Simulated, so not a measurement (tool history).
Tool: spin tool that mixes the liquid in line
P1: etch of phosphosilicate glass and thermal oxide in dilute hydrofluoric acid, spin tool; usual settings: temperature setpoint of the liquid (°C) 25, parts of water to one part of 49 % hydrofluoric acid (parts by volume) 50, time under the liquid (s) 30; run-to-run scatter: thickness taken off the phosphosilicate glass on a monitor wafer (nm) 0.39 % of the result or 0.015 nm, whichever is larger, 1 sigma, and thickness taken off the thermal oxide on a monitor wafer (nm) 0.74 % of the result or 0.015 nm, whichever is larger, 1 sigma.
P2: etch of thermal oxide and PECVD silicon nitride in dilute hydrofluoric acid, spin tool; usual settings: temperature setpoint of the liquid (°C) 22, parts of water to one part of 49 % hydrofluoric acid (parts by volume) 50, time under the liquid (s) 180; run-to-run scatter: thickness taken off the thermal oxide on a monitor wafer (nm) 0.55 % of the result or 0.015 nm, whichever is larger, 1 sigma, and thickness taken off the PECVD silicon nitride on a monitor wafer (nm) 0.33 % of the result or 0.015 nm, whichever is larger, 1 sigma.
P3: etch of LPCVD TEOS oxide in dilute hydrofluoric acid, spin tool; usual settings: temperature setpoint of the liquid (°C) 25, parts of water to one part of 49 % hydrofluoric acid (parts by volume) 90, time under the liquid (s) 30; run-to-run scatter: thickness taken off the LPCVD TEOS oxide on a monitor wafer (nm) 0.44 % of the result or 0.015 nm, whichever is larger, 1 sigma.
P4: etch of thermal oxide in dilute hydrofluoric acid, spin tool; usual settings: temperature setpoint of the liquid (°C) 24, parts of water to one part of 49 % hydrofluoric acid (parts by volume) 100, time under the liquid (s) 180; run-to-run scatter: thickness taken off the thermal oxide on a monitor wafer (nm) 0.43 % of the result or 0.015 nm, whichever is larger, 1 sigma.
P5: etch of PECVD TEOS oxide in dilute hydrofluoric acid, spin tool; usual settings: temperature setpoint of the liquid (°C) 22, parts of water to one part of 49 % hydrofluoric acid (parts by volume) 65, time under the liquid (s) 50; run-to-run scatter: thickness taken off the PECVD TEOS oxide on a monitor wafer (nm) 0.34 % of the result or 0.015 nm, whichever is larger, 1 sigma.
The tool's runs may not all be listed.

run,day,process that ran,temperature setpoint of the liquid (°C),parts of water to one part of 49 % hydrofluoric acid (parts by volume),time under the liquid (s),hours since the thermometer was replaced,hours since the hydrofluoric acid flow meter was replaced,thickness taken off the phosphosilicate glass on a monitor wafer (nm),thickness taken off the thermal oxide on a monitor wafer (nm),thickness taken off the LPCVD TEOS oxide on a monitor wafer (nm),thickness taken off the PECVD silicon nitride on a monitor wafer (nm),thickness taken off the PECVD TEOS oxide on a monitor wafer (nm)
1,0.5,P1,25,50,30,755.7,404.8,84.414,3.0922,,,
2,0.825,P3,25,90,30,763.5,412.6,,,13.538,,
3,1.162,P2,22,50,15,771.6,420.7,,1.3125,,0.99256,
4,1.433,P3,31,90,30,778.1,427.2,,,17.061,,
5,1.95,P1,25,20,30,790.5,439.6,220.81,8.1244,,,
6,2.233,P1,25,50,65,797.3,446.4,183.11,6.7514,,,
7,2.55,P5,22,65,50,804.9,454,,,,,6.5071
8,2.983,P4,24,30,180,815.3,464.4,,30.274,,,
9,3.304,P3,25,25,30,823,472.1,,,53.225,,
10,3.592,P1,19,80,30,829.9,479,40.075,1.4762,,,
11,3.938,P2,22,50,180,838.2,487.3,,15.661,,12.045,
12,4.392,P1,18.5,50,30,849.1,498.2,64.48,2.373,,,
13,4.667,P3,25,90,45,855.7,504.8,,,20.286,,
14,5.158,P3,25,90,30,867.5,516.6,,,13.653,,
15,5.554,P1,33,50,30,877,526.1,116.12,4.2866,,,
16,5.912,P5,17,65,50,885.6,534.7,,,,,5.2679
17,6.392,P1,25,50,30,897.1,546.2,84.934,3.0619,,,
18,6.688,P5,22,105,50,904.2,553.3,,,,,3.8341
19,7.15,P5,22,65,20,915.3,564.4,,,,,2.5937
20,7.408,P2,27,50,180,921.5,570.6,,19.731,,16.816,
21,7.646,P2,22,80,180,927.2,576.3,,9.6352,,7.5831,
22,8.067,P1,30.5,50,60,937.3,586.4,210.76,7.736,,,
23,8.292,P4,24,100,335,942.7,591.8,,15.402,,,
24,8.6,P4,24,100,180,950.1,599.2,,8.2488,,,
25,8.933,P1,30,30,30,958.1,607.2,177.76,6.4904,,,
26,9.233,P1,25,50,15,965.3,614.4,42.372,1.5594,,,
27,9.738,P1,25,50,30,977.4,626.5,84.704,3.1143,,,
28,10.225,P1,25,75,30,989.1,638.2,54.397,2.0042,,,
29,10.704,P1,25,50,30,1000.6,649.7,84.944,3.1299,,,
30,11.183,P4,18.5,100,180,1012.1,661.2,,6.5512,,,
31,11.679,P1,25,50,30,1024,673.1,84.582,3.093,,,
32,11.946,P1,25,50,30,1030.4,679.5,86.438,3.1611,,,
33,12.192,P1,25,50,30,1036.3,685.4,88.192,3.2707,,,
34,12.612,P1,25,50,30,1046.4,695.5,90.41,3.3154,,,
35,13.021,P1,25,50,30,1056.2,705.3,90.914,3.3452,,,
36,13.525,P1,25,50,30,1068.3,717.4,92.182,3.359,,,
37,13.829,P1,25,50,30,1075.6,724.7,92.206,3.4273,,,
38,14.229,P1,25,50,30,1085.2,734.3,92.697,3.3927,,,
39,14.692,P1,25,50,30,1096.3,745.4,93.167,3.4074,,,
40,15.05,P1,25,50,30,1104.9,754,93.238,3.416,,,
41,15.425,P1,25,50,30,1113.9,763,93.548,3.4071,,,

What P1 gives has crept away from where it was. These 2 causes fit the log equally well, each at the size given:
A: liquid hotter than its thermometer reads (K) = 2.42
B: hydrofluoric acid flow above the setpoint (%) = 9.59
The creep began at about day 11.679.

4 check runs are offered, one wafer each, their results left as question marks. Which one tells the causes apart?
check 1,15.8,P5,22,65,50,,,,,,,?
check 2,15.8,P4,24,100,180,,,,?,,,
check 3,15.8,P3,25,90,30,,,,,?,,
check 4,15.8,P2,22,50,180,,,,?,,?,

What each check would give under each cause:
check,result,if A,if B
check 1,thickness taken off the PECVD TEOS oxide on a monitor wafer (nm),7.1656,7.1628
check 2,thickness taken off the thermal oxide on a monitor wafer (nm),9.1067,9.1759
check 3,thickness taken off the LPCVD TEOS oxide on a monitor wafer (nm),14.911,15.017
check 4,thickness taken off the thermal oxide on a monitor wafer (nm),17.549,17.496
check 4,thickness taken off the PECVD silicon nitride on a monitor wafer (nm),14.194,13.171
How far apart the two closest causes lie, in the result that separates them most: check 1 0.04 %; check 2 0.76 %; check 3 0.71 %; check 4 7.48 %
Check 4 tells the causes apart: in the others they would give nearly the same result.

Check 4 was then run and gave: thickness taken off the thermal oxide on a monitor wafer (nm) 17.6; thickness taken off the PECVD silicon nitride on a monitor wafer (nm) 14.258. Which cause is it?

It is A: liquid hotter than its thermometer reads (K).

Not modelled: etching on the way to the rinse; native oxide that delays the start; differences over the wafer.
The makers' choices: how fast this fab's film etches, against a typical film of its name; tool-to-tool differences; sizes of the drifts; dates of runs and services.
